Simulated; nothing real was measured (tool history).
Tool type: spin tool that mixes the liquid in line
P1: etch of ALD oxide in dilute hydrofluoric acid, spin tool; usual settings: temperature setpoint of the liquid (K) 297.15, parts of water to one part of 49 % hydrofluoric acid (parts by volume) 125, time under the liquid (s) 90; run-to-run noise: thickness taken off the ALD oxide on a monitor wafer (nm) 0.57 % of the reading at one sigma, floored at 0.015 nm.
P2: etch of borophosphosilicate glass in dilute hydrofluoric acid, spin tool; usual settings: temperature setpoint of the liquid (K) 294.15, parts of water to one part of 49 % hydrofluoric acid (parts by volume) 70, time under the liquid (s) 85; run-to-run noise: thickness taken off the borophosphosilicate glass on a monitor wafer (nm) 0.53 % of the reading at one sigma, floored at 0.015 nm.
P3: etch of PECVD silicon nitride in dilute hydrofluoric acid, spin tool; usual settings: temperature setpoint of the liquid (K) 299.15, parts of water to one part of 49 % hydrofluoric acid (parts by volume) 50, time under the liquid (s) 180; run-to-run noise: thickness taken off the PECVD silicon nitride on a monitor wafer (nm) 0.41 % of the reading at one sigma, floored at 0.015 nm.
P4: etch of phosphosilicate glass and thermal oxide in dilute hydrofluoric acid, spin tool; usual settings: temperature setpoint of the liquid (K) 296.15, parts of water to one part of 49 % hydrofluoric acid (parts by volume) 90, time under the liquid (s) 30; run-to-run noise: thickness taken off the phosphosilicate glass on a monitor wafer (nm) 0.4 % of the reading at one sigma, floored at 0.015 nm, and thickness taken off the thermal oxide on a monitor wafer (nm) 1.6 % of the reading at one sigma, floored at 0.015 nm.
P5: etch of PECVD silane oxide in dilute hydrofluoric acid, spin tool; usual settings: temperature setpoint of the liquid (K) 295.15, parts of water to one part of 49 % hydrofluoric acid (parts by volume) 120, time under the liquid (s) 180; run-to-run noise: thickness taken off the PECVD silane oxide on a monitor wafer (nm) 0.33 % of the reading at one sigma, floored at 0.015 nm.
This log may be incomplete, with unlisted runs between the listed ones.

run   hour  process that ran  temperature setpoint of the liquid (K)  parts of water to one part of 49 % hydrofluoric acid (parts by volume)  time under the liquid (s)  hours since the thermometer was replaced  hours since the hydrofluoric acid flow meter was replaced  thickness taken off the ALD oxide on a monitor wafer (nm)  thickness taken off the PECVD silane oxide on a monitor wafer (nm)  thickness taken off the phosphosilicate glass on a monitor wafer (nm)  thickness taken off the thermal oxide on a monitor wafer (nm)  thickness taken off the borophosphosilicate glass on a monitor wafer (nm)  thickness taken off the PECVD silicon nitride on a monitor wafer (nm)
  1    8.8                P1                                  297.15                                                                     125                         90                                     902.1                                                      159.3                                                     11.048
  2   20.9                P5                                  295.15                                                                     120                        260                                     914.2                                                      171.4                                                                                                                         53.916
  3   28.3                P1                                  297.15                                                                     125                        130                                     921.6                                                      178.8                                                     15.985
  4   40.1                P4                                  296.15                                                                      90                         15                                     933.4                                                      190.6                                                                                                                                                                                                27.269                                                        0.78622
  5   55.2                P1                                  290.15                                                                     125                         90                                     948.5                                                      205.7                                                     8.2168
  6   66.5                P5                                  295.15                                                                      75                        180                                     959.8                                                        217                                                                                                                         62.678
  7   78.4                P2                                  294.15                                                                      45                         85                                     971.7                                                      228.9                                                                                                                                                                                                                                                                                                                                          76.912
  8   91.6                P3                                  293.65                                                                      50                        180                                     984.9                                                      242.1                                                                                                                                                                                                                                                                                                                                                                                                                 7.1152
  9    102                P5                                  295.15                                                                     120                        180                                     995.3                                                      252.5                                                                                                                         37.131
 10  114.2                P1                                  297.15                                                                     125                         90                                    1007.5                                                      264.7                                                     10.954
 11  125.8                P1                                  297.15                                                                     125                         90                                    1019.1                                                      276.3                                                     11.017
 12  136.7                P4                                  296.15                                                                      90                         30                                      1030                                                      287.2                                                                                                                                                                                                54.684                                                         1.6093
 13  152.4                P5                                  290.15                                                                     120                        180                                    1045.7                                                      302.9                                                                                                                         30.376
 14  163.8                P1                                  303.15                                                                     125                         90                                    1057.1                                                      314.3                                                     13.856
 15    175                P1                                  297.15                                                                     125                         20                                    1068.3                                                      325.5                                                     2.4321
 16  187.4                P1                                  297.15                                                                     180                         90                                    1080.7                                                      337.9                                                     7.2041
 17  201.3                P2                                  290.15                                                                      70                         85                                    1094.6                                                      351.8                                                                                                                                                                                                                                                                                                                                          40.279
 18  215.6                P1                                  297.15                                                                     125                         90                                    1108.9                                                      366.1                                                      11.05
 19  225.1                P1                                  297.15                                                                     125                         90                                    1118.4                                                      375.6                                                      10.96
 20    239                P4                                  302.15                                                                      90                         30                                    1132.3                                                      389.5                                                                                                                                                                                                 68.89                                                         1.9812
 21  249.6                P3                                  299.15                                                                      20                        180                                    1142.9                                                      400.1                                                                                                                                                                                                                                                                                                                                                                                                                  25.15
 22  260.6                P3                                  299.15                                                                      50                        345                                    1153.9                                                      411.1                                                                                                                                                                                                                                                                                                                                                                                                                 19.648
 23    269                P4                                  296.15                                                                     135                         30                                    1162.3                                                      419.5                                                                                                                                                                                                34.389                                                        0.96875
 24  283.3                P1                                  293.65                                                                     125                         30                                    1176.6                                                      433.8                                                     3.2252
 25  299.8                P1                                  297.15                                                                     125                         90                                    1193.1                                                      450.3                                                      10.94
 26  307.4                P2                                  294.15                                                                      70                         40                                    1200.7                                                      457.9                                                                                                                                                                                                                                                                                                                                          22.468
 27  321.8                P1                                  297.15                                                                     125                         90                                    1215.1                                                      472.3                                                     10.936
 28  337.5                P3                                  299.15                                                                      50                        180                                    1230.8                                                        488                                                                                                                                                                                                                                                                                                                                                                                                                 10.205
 29  350.3                P3                                  299.15                                                                      50                        180                                    1243.6                                                      500.8                                                                                                                                                                                                                                                                                                                                                                                                                 10.272
 30  357.6                P1                                  297.15                                                                      30                         90                                    1250.9                                                      508.1                                                     52.046
 31  365.6                P2                                  294.15                                                                      70                         85                                    1258.9                                                      516.1                                                                                                                                                                                                                                                                                                                                          47.922
 32  378.2                P1                                  297.15                                                                     125                         90                                    1271.5                                                      528.7                                                     11.035
 33  389.5                P1                                  297.15                                                                     125                         90                                    1282.8                                                        540                                                     11.292
 34  400.2                P1                                  297.15                                                                     125                         90                                    1293.5                                                      550.7                                                     11.353
 35  416.4                P1                                  297.15                                                                     125                         90                                    1309.7                                                      566.9                                                     11.405
 36  427.4                P1                                  297.15                                                                     125                         90                                    1320.7                                                      577.9                                                     11.465
 37  443.9                P1                                  297.15                                                                     125                         90                                    1337.2                                                      594.4                                                     11.616
 38  460.5                P1                                  297.15                                                                     125                         90                                    1353.8                                                        611                                                     11.579
 39    468                P1                                  297.15                                                                     125                         90                                    1361.3                                                      618.5                                                     11.656
 40  484.4                P1                                  297.15                                                                     125                         90                                    1377.7                                                      634.9                                                     11.724
 41  497.5                P1                                  297.15                                                                     125                         90                                    1390.8                                                        648                                                     11.814
 42  509.9                P1                                  297.15                                                                     125                         90                                    1403.2                                                      660.4                                                     11.713
 43  523.8                P1                                  297.15                                                                     125                         90                                    1417.1                                                      674.3                                                     11.804

The log shows P1 creeping away from where it was. Any of the 2 causes listed here, at the size stated for it, fits the log just as well as the others:
A: hydrofluoric acid flow above the setpoint (%) = 5.95
B: liquid hotter than its thermometer reads (K) = 1.72
The drift started at roughly hour 378.2.

Each of the 4 check runs below uses one wafer; its results are left as question marks. Which run tells the causes apart?
check 1  537.7                P3                                  299.15                                                                      50                        180                                                                                                                                                                                                                                                                                                                                                                                                                                                                                                                           ?
check 2  537.7                P5                                  295.15                                                                     120                        180                                                                                                                                                                                                                                   ?
check 3  537.7                P2                                  294.15                                                                      70                         85                                                                                                                                                                                                                                                                                                                                                                                                                                                    ?
check 4  537.7                P4                                  296.15                                                                      90                         30                                                                                                                                                                                                                                                                                                          ?                                                              ?

Outcome of each check run for each possible cause:
  check                                                                     result    if A    if B
check 1      thickness taken off the PECVD silicon nitride on a monitor wafer (nm)  10.863  11.497
check 2         thickness taken off the PECVD silane oxide on a monitor wafer (nm)  39.684  39.778
check 3  thickness taken off the borophosphosilicate glass on a monitor wafer (nm)  50.772  51.202
check 4      thickness taken off the phosphosilicate glass on a monitor wafer (nm)  58.156  58.436
check 4              thickness taken off the thermal oxide on a monitor wafer (nm)  1.6882  1.6963
Separation of the two closest causes in each check, using whichever result separates them best: check 1 5.68 %; check 2 0.24 %; check 3 0.84 %; check 4 0.48 %
Only in check 1 would the causes give clearly different results; in the remaining checks their results would be nearly the same.

Here is what check 1 returned: thickness taken off the PECVD silicon nitride on a monitor wafer (nm) 10.854. Which cause is it?

The cause is A: hydrofluoric acid flow above the setpoint (%).

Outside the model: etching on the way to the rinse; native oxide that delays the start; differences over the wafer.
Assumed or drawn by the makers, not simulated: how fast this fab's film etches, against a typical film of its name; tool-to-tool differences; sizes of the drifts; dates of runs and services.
